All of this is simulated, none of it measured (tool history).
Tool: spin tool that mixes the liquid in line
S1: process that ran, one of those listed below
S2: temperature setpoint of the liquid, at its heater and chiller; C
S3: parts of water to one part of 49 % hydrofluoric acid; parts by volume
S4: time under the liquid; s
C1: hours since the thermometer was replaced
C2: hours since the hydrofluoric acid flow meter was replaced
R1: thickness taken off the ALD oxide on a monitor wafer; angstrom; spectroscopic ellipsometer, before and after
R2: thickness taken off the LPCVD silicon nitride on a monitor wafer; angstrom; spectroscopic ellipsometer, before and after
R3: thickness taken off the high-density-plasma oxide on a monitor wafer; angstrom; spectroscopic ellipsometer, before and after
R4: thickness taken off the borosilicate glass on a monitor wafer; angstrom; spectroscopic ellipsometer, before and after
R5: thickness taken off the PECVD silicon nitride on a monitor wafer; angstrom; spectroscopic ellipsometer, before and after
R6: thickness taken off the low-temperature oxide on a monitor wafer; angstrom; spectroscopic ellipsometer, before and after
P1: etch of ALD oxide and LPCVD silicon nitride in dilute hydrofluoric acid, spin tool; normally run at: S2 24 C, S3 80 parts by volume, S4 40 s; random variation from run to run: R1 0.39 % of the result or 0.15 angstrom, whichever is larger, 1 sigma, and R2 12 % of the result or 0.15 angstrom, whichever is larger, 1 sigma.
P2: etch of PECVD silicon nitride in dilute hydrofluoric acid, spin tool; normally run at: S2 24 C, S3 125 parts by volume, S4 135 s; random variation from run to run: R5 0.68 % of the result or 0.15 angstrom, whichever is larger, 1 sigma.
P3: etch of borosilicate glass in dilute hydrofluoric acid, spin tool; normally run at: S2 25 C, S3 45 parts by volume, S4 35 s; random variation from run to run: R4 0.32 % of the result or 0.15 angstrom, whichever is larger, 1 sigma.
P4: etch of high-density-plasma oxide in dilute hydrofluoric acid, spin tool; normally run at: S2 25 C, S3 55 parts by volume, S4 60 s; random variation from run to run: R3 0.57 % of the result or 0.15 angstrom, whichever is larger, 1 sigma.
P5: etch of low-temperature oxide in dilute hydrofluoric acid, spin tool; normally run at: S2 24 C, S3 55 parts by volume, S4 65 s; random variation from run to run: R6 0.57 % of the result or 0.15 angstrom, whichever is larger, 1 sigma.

run   hour  S1    S2   S3   S4      C1     C2      R1       R2      R3      R4      R5      R6
  1   15.7  P1    24   80   40  1045.6    364  75.969   1.6256
  2   32.4  P4    25   55   20  1062.3  380.7                   22.732
  3     43  P3    25   45   35  1072.9  391.3                           302.84
  4   54.1  P2    24  125  135    1084  402.4                                   42.644
  5   66.4  P3    25   45   15  1096.3  414.7                           129.04
  6   83.4  P1    24   80   70  1113.3  431.7  132.65   4.0354
  7   97.6  P1    24   80   40  1127.5  445.9  76.164   2.3515
  8  111.4  P1    24   80   40  1141.3  459.7   76.24   2.1289
  9  126.4  P1    32   80   40  1156.3  474.7  103.87   3.2462
 10  135.3  P5  29.5   55   65  1165.2  483.6                                           537.82
 11  148.1  P1    19   80   40    1178  496.4  61.475   1.1784
 12  157.4  P1    24   55   15  1187.3  505.7  42.651   1.0379
 13  169.5  P2    24  215  135  1199.4  517.8                                   24.829
 14  185.1  P1    24   45   80    1215  533.4  284.99   6.1291
 15  192.6  P4    25   55   60  1222.5  540.9                   67.636
 16  205.5  P1    24   80   15  1235.4  553.8  28.373  0.97014
 17  218.6  P1    24   40   40  1248.5  566.9   159.9   4.3429
 18  227.2  P5    24   55   20  1257.1  575.5                                           133.51
 19  237.2  P1    24  125   40  1267.1  585.5  46.226   1.4178
 20  251.2  P1  20.5   80   20  1281.1  599.5  32.812  0.95329
 21  260.7  P1    24   80   40  1290.6    609  76.215   2.2442
 22  276.6  P2    29  125  135  1306.5  624.9                                   58.647
 23  288.4  P3    25   45   35  1318.3  636.7                           302.59
 24  305.4  P3  32.5   45   35  1335.3  653.7                           407.76
 25  316.8  P4  30.5   55   60  1346.7  665.1                   83.997
 26  327.4  P2    24  125   50  1357.3  675.7                                   15.776
 27  339.4  P5    24  105   65  1369.3  687.7                                           213.21
 28  350.4  P4    25  100   60  1380.3  698.7                   35.185
 29  358.6  P5    24   55   65  1388.5  706.9                                           435.35
 30  370.5  P3    25   20   35  1400.4  718.8                           703.89
 31    386  P1    24   80   40  1415.9  734.3  76.212   2.1212
 32  399.3  P1    24   80   40  1429.2  747.6  75.948   1.9038
 33  413.4  P1    24   80   40  1443.3  761.7  75.596   2.1206
 34  427.4  P5    24   55   65  1457.3  775.7                                           431.36
 35  440.6  P4    25   55   60  1470.5  788.9                   67.599
 36  450.3  P1    24   80   40  1480.2  798.6  75.468   2.2346
 37  458.5  P1    24   80   40  1488.4  806.8  77.769   1.9171
 38  469.5  P1    24   80   40  1499.4  817.8  79.681   1.9165
 39    479  P1    24   80   40  1508.9  827.3  80.088   2.2226
 40  492.6  P1    24   80   40  1522.5  840.9  80.047    2.041
 41  504.5  P1    24   80   40  1534.4  852.8   80.56   2.1725
 42  514.2  P1    24   80   40  1544.1  862.5  80.902   1.8585

What P1 gives has crept away from where it was. These 2 causes fit the log equally well, each at the size given:
A: hydrofluoric acid flow above the setpoint (%) = 5.48
B: liquid hotter than its thermometer reads (K) = 1.47
The creep began at about hour 450.3.

4 check runs are offered, each on 3 wafers whose results are averaged, their results left as question marks. Which one tells the causes apart?
check 1  523.9  P3  25   45   15                       ?
check 2  523.9  P4  30   80   60                   ?
check 3  523.9  P5  24  100   20                               ?
check 4  523.9  P2  27  200  135                           ?

What each check would give under each cause:
  check  result    if A    if B
check 1      R4  137.23  137.69
check 2      R3   58.06  57.842
check 3      R6  73.545    73.4
check 4      R5  34.075  35.332
How far apart the two closest causes lie, in the result that separates them most: check 1 0.33 %; check 2 0.38 %; check 3 0.2 %; check 4 3.62 %
Only check 4 tells the causes apart: in the others they would give nearly the same result.

Check 4 was then run and gave: R5 33.754 angstrom. Which cause is it?

It is A: hydrofluoric acid flow above the setpoint (%).

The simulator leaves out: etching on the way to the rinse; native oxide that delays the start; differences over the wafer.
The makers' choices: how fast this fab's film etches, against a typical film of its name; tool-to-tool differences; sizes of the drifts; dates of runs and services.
